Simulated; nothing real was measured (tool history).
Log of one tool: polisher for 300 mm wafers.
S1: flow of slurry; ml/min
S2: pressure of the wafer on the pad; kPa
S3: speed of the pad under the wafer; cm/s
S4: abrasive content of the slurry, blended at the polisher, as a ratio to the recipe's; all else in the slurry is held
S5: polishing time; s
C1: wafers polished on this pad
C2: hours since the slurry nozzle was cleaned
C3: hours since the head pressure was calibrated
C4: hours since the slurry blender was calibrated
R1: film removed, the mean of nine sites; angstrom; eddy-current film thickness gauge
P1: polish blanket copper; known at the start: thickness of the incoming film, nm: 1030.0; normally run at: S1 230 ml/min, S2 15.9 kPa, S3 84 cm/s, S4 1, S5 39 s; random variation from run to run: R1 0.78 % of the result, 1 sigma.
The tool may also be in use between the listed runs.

run	hour	S1	S2	S3	S4	S5	C1	C2	C3	C4	R1
1	10.4	230	15.9	84	1	39	764	123.4	596.8	209.3	665.11
2	28.4	230	15.9	84	0.6	39	993	141.4	614.8	227.3	589.06
3	40.9	140	15.9	84	0.75	39	1152	153.9	627.3	239.8	587.66
4	49.4	230	15.9	84	1	39	1260	162.4	635.8	248.3	660.24
5	60	230	15.9	84	1	39	1395	173	646.4	258.9	652.49
6	71.2	140	15.9	84	1.45	39	1537	184.2	657.6	270.1	666.18
7	88.5	230	15.9	84	0.55	28	1757	201.5	674.9	287.4	417.67
8	98.6	150	15.9	84	1	39	1886	211.6	685	297.5	624.55
9	110.9	230	15.9	84	1.45	39	2042	223.9	697.3	309.8	715.75
10	125.6	230	15.9	84	1	39	2229	238.6	712	324.5	658.22
11	142.8	230	15.9	40	1	39	2447	255.8	729.2	341.7	315.6
12	151.1	230	15.9	134	1	39	2553	264.1	737.5	350	1056.2
13	160.5	230	15.9	84	1	29	2672	273.5	746.9	359.4	488.97
14	178	230	15.9	84	1	39	2895	291	764.4	376.9	658.14
15	190.7	300	15.9	84	1	39	3056	303.7	777.1	389.6	691.62
16	200	230	22.1	84	1	39	3174	313	786.4	398.9	928.65
17	210	230	15.9	84	1	50	3302	323	796.4	408.9	851.98
18	225	230	15.9	84	1	39	3492	338	811.4	423.9	660.28
19	239.1	230	15.9	84	1	39	3671	352.1	825.5	438	666.15
20	252.6	230	9.7	84	1	39	3843	365.6	839	451.5	400.69
21	263.6	230	15.9	84	1	39	3983	376.6	850	462.5	662.18
22	273.1	230	15.9	84	1	39	4104	386.1	859.5	472	649.04
23	281.9	230	15.9	84	1	39	4215	394.9	868.3	480.8	642.8

Run 24 comes next. What will it give?
24	291.6	230	15.9	84	1	39	4339	404.6	878	490.5	?

Run 24 gave R1 633.61 angstrom.
